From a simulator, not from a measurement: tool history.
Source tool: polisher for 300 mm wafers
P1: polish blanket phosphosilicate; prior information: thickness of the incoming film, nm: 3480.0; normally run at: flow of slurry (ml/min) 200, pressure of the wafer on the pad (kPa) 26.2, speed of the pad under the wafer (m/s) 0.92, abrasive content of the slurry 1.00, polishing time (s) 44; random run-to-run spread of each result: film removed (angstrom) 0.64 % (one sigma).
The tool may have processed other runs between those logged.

| run | hour | flow of slurry (ml/min) | pressure of the wafer on the pad (kPa) | speed of the pad under the wafer (m/s) | abrasive content of the slurry | polishing time (s) | wafers polished on this pad | hours since the slurry nozzle was cleaned | hours since the head pressure was calibrated | hours since the slurry blender was calibrated | hours since the conditioning disc was replaced | film removed (angstrom) |
|---|---|---|---|---|---|---|---|---|---|---|---|---|
| 1 | 6.0 | 200 | 26.2 | 0.92 | 1.00 | 44 | 554 | 98.5 | 579.8 | 161.9 | 234.5 | 3688.5 |
| 2 | 10.0 | 200 | 26.2 | 0.92 | 0.60 | 44 | 612 | 102.5 | 583.8 | 165.9 | 238.5 | 2817.0 |
|  | 11.0 | worn pad replaced by a new one |
| 3 | 15.3 | 200 | 26.2 | 0.92 | 1.00 | 44 | 62 | 107.8 | 589.1 | 171.2 | 243.8 | 3627.1 |
| 4 | 21.3 | 200 | 26.2 | 0.92 | 1.00 | 30 | 149 | 113.8 | 595.1 | 177.2 | 249.8 | 2497.0 |
|  | 23.5 | conditioning disc replaced and pad reconditioned |
| 5 | 26.6 | 200 | 26.2 | 0.92 | 1.00 | 67 | 226 | 119.1 | 600.4 | 182.5 | 3.1 | 5525.6 |
| 6 | 32.3 | 200 | 26.2 | 0.92 | 1.00 | 44 | 308 | 124.8 | 606.1 | 188.2 | 8.8 | 3591.3 |
| 7 | 35.9 | 200 | 26.2 | 0.92 | 1.45 | 44 | 361 | 128.4 | 609.7 | 191.8 | 12.4 | 4259.7 |
| 8 | 42.4 | 120 | 26.2 | 0.92 | 1.00 | 44 | 455 | 134.9 | 616.2 | 198.3 | 18.9 | 3355.8 |
| 9 | 46.7 | 305 | 26.2 | 0.92 | 1.00 | 44 | 517 | 139.2 | 620.5 | 202.6 | 23.2 | 3833.6 |
| 10 | 53.2 | 200 | 26.2 | 1.32 | 1.00 | 44 | 611 | 145.7 | 627.0 | 209.1 | 29.7 | 4854.8 |
|  | 53.6 | slurry blender recalibrated |
| 11 | 57.7 | 200 | 11.7 | 0.92 | 1.00 | 44 | 676 | 150.2 | 631.5 | 4.1 | 34.2 | 1639.2 |
| 12 | 63.5 | 200 | 26.2 | 0.92 | 1.00 | 44 | 761 | 156.0 | 637.3 | 9.9 | 40.0 | 3661.3 |
| 13 | 69.6 | 200 | 26.2 | 0.92 | 1.00 | 44 | 849 | 162.1 | 643.4 | 16.0 | 46.1 | 3662.1 |
| 14 | 74.4 | 200 | 34.5 | 0.92 | 1.00 | 44 | 918 | 166.9 | 648.2 | 20.8 | 50.9 | 4809.9 |
| 15 | 77.8 | 135 | 26.2 | 0.92 | 1.40 | 44 | 968 | 170.3 | 651.6 | 24.2 | 54.3 | 3913.2 |
| 16 | 82.5 | 200 | 26.2 | 0.92 | 1.00 | 44 | 1036 | 175.0 | 656.3 | 28.9 | 59.0 | 3641.5 |
| 17 | 86.2 | 200 | 26.2 | 0.42 | 1.00 | 44 | 1089 | 178.7 | 660.0 | 32.6 | 62.7 | 1949.4 |
| 18 | 92.5 | 200 | 26.2 | 0.92 | 1.00 | 44 | 1181 | 185.0 | 666.3 | 38.9 | 69.0 | 3668.0 |
| 19 | 96.4 | 200 | 26.2 | 0.92 | 1.00 | 44 | 1237 | 188.9 | 670.2 | 42.8 | 72.9 | 3589.2 |
| 20 | 100.7 | 200 | 26.2 | 0.92 | 1.00 | 44 | 1300 | 193.2 | 674.5 | 47.1 | 77.2 | 3442.4 |
| 21 | 105.6 | 200 | 26.2 | 0.92 | 1.00 | 44 | 1371 | 198.1 | 679.4 | 52.0 | 82.1 | 3430.0 |
| 22 | 109.5 | 200 | 26.2 | 0.92 | 1.00 | 44 | 1427 | 202.0 | 683.3 | 55.9 | 86.0 | 3395.0 |
|  | 116.1 | conditioning disc replaced and pad reconditioned |
| 23 | 116.1 | 200 | 26.2 | 0.92 | 1.00 | 44 | 1523 | 208.6 | 689.9 | 62.5 | 0.0 | 3362.8 |
|  | 118.1 | slurry nozzle cleaned |
|  | 119.2 | worn pad replaced by a new one |
| 24 | 121.3 | 200 | 26.2 | 0.92 | 1.00 | 44 | 30 | 3.3 | 695.1 | 67.7 | 5.2 | 3333.8 |
| 25 | 125.5 | 200 | 26.2 | 0.92 | 1.00 | 44 | 91 | 7.5 | 699.3 | 71.9 | 9.4 | 3316.5 |
| 26 | 131.8 | 200 | 26.2 | 0.92 | 1.00 | 44 | 182 | 13.8 | 705.6 | 78.2 | 15.7 | 3344.1 |
| 27 | 137.6 | 200 | 26.2 | 0.92 | 1.00 | 44 | 267 | 19.6 | 711.4 | 84.0 | 21.5 | 3342.8 |
| 28 | 141.8 | 200 | 26.2 | 0.92 | 1.00 | 44 | 327 | 23.8 | 715.6 | 88.2 | 25.7 | 3300.0 |

The output of P1 has drifted from where it used to be. Each of the 2 causes below, taken at the size shown beside it, accounts for the log equally well:
A: head's pressure below its setpoint, % = 9.02
B: abrasive missing from the slurry, % = 17.9
At approximately hour 92.5, the process output began to creep.
Ruled out, with reasons:
removal rate lost through wear of the pad, %: serviced after onset, at hour 119.2, with no recovery of the prior output
slurry flow missing at the pad, %: serviced after onset, at hour 118.1, with no recovery of the prior output
time polished since the conditioner stopped cutting, s: serviced after onset, at hour 116.1, with no recovery of the prior output

The 4 check runs listed below each average the results of 5 wafers, and their outcomes are marked with question marks. Under which run would the listed causes produce clearly different results?
| check 1 | 146.0 | 200 | 20.0 | 1.26 | 1.00 | 44 |  |  |  |  |  | ? |
| check 2 | 146.0 | 295 | 26.2 | 0.92 | 0.65 | 44 |  |  |  |  |  | ? |
| check 3 | 146.0 | 200 | 26.2 | 0.52 | 1.00 | 66 |  |  |  |  |  | ? |
| check 4 | 146.0 | 200 | 13.1 | 0.46 | 1.00 | 44 |  |  |  |  |  | ? |

What every check run would give for each of its results, assuming each possible cause in turn:
| check | result | if A | if B |
|---|---|---|---|
| check 1 | film removed (angstrom) | 3248.50 | 3248.60 |
| check 2 | film removed (angstrom) | 2776.20 | 2718.40 |
| check 3 | film removed (angstrom) | 3145.30 | 3145.40 |
| check 4 | film removed (angstrom) | 950.49 | 950.52 |
Smallest distance between any two causes, each pair judged by its most separating result, in per cent: check 1 0 %; check 2 2.1 %; check 3 0 %; check 4 0 %
Check 2 distinguishes between the causes, while the remaining checks would return nearly the same result for all of them.

Check 2 was then run and gave: film removed (angstrom) 2775.10. Which cause is it?

It is A: head's pressure below its setpoint, %.
